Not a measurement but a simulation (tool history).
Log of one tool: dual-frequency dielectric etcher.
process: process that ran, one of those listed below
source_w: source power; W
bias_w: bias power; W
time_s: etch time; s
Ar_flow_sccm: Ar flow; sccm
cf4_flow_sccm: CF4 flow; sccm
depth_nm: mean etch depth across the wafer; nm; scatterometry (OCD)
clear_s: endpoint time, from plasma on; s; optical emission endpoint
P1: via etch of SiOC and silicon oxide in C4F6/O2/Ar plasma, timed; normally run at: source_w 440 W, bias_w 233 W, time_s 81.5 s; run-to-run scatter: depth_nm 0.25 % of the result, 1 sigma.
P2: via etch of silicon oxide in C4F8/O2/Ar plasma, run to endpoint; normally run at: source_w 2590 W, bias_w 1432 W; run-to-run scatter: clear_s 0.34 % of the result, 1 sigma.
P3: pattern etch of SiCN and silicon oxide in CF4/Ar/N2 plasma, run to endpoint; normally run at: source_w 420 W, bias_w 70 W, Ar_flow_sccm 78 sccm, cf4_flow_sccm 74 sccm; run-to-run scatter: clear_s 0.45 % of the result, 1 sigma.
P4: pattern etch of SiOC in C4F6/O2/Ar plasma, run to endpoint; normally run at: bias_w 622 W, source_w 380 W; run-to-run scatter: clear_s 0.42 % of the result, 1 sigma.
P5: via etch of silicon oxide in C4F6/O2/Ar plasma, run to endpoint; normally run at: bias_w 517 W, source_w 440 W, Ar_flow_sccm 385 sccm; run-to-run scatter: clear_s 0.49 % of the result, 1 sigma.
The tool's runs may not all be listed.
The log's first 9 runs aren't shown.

| run | day | process | source_w | bias_w | time_s | Ar_flow_sccm | cf4_flow_sccm | depth_nm | clear_s |
|---|---|---|---|---|---|---|---|---|---|
| 10 | 5.062 | P4 | 380 | 622 |  |  |  |  | 15.538 |
| 11 | 5.442 | P1 | 440 | 233 | 81.5 |  |  | 105.790 |  |
| 12 | 6.104 | P5 | 440 | 517 |  | 385 |  |  | 21.377 |
| 13 | 6.775 | P5 | 440 | 517 |  | 239 |  |  | 20.157 |
| 14 | 7.250 | P3 | 420 | 70 |  | 55 | 74 |  | 13.060 |
| 15 | 7.688 | P5 | 260 | 517 |  | 385 |  |  | 25.923 |
| 16 | 8.058 | P1 | 440 | 326 | 81.5 |  |  | 118.960 |  |
| 17 | 8.712 | P1 | 440 | 233 | 81.5 |  |  | 105.820 |  |
| 18 | 9.204 | P3 | 420 | 70 |  | 78 | 74 |  | 13.628 |
| 19 | 9.821 | P2 | 3460 | 1432 |  |  |  |  | 262.030 |
| 20 | 10.496 | P4 | 260 | 622 |  |  |  |  | 17.863 |
| 21 | 10.946 | P3 | 420 | 70 |  | 78 | 102 |  | 13.171 |
| 22 | 11.383 | P5 | 440 | 358 |  | 385 |  |  | 24.370 |
| 23 | 11.800 | P1 | 440 | 233 | 81.5 |  |  | 105.400 |  |
| 24 | 12.458 | P4 | 380 | 848 |  |  |  |  | 13.891 |
| 25 | 13.112 | P3 | 420 | 70 |  | 78 | 74 |  | 13.671 |
| 26 | 13.554 | P1 | 310 | 233 | 81.5 |  |  | 92.446 |  |
| 27 | 13.925 | P1 | 440 | 233 | 114.5 |  |  | 148.040 |  |
| 28 | 14.408 | P2 | 2590 | 1963 |  |  |  |  | 271.620 |

Run 29 comes next. What will it give?
| 29 | 15.054 | P1 | 440 | 185 | 81.5 |  |  | ? |  |

{"run 29": {"depth_nm": 98.114}}

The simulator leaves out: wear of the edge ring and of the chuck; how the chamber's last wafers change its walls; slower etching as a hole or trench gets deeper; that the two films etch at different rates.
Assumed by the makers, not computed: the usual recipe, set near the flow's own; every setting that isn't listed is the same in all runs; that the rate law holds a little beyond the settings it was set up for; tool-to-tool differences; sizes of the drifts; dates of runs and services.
